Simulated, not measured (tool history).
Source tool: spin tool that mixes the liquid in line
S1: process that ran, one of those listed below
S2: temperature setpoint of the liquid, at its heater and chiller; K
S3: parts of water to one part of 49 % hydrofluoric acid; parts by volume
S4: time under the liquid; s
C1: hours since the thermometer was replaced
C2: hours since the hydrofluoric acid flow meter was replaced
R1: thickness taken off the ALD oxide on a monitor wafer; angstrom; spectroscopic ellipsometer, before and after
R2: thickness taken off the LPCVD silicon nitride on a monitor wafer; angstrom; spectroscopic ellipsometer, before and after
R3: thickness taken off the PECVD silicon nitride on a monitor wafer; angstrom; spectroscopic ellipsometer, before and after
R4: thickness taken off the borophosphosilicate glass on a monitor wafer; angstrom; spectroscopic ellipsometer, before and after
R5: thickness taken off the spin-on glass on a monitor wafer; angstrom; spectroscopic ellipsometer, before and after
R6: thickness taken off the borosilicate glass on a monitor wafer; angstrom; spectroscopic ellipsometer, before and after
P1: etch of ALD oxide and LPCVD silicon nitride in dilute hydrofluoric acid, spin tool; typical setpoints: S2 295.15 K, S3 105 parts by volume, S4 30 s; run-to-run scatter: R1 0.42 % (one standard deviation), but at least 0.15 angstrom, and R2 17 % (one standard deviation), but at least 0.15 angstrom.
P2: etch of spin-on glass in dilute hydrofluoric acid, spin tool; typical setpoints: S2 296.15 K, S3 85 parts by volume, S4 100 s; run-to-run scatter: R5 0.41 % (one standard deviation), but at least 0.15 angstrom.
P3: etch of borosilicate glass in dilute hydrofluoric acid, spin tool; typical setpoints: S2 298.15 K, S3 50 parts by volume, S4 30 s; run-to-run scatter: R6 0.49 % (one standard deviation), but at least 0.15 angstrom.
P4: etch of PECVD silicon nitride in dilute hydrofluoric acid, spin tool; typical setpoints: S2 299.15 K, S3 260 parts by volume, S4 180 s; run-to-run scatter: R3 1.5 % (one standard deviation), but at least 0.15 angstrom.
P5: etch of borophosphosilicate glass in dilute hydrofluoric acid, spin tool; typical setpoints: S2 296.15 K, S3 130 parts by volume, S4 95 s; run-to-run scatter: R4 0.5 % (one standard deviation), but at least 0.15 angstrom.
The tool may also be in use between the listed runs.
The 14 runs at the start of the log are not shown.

run	hour	S1	S2	S3	S4	C1	C2	R1	R2	R3	R4	R5	R6
15	153	P1	295.15	40	30	615.6	1377.1	213.04	3.0039				
16	161.1	P3	298.15	50	15	623.7	1385.2						127.26
17	174.9	P4	291.65	260	180	637.5	1399			11.598			
18	189.8	P2	291.65	85	100	652.4	1413.9					265.45	
19	198.2	P5	296.15	130	165	660.8	1422.3				525.77		
20	214.4	P3	298.15	80	30	677	1438.5						150.99
21	228.8	P3	298.15	50	30	691.4	1452.9						254.2
22	244.8	P1	295.15	105	30	707.4	1468.9	75.39	0.58979				
23	260.1	P1	295.15	105	30	722.7	1484.2	74.439	1.203				
24	269.3	P5	304.15	130	95	731.9	1493.4				413		
25	277	P2	296.15	85	100	739.6	1501.1					317.32	
26	287	P4	299.15	260	180	749.6	1511.1			18.678			
27	295.3	P1	295.15	105	65	757.9	1519.4	162.69	2.1555				
28	309.9	P1	302.65	45	30	772.5	1534	255.56	5.3722				
29	322.3	P1	295.15	105	30	784.9	1546.4	75.092	1.5204				
30	335.7	P1	295.15	180	30	798.3	1559.8	40.54	0.7471				

Expected results for the next run?
31	347.8	P2	296.15	85	200	810.4	1571.9					?	

{"run 31": {"R5": 636.98}}
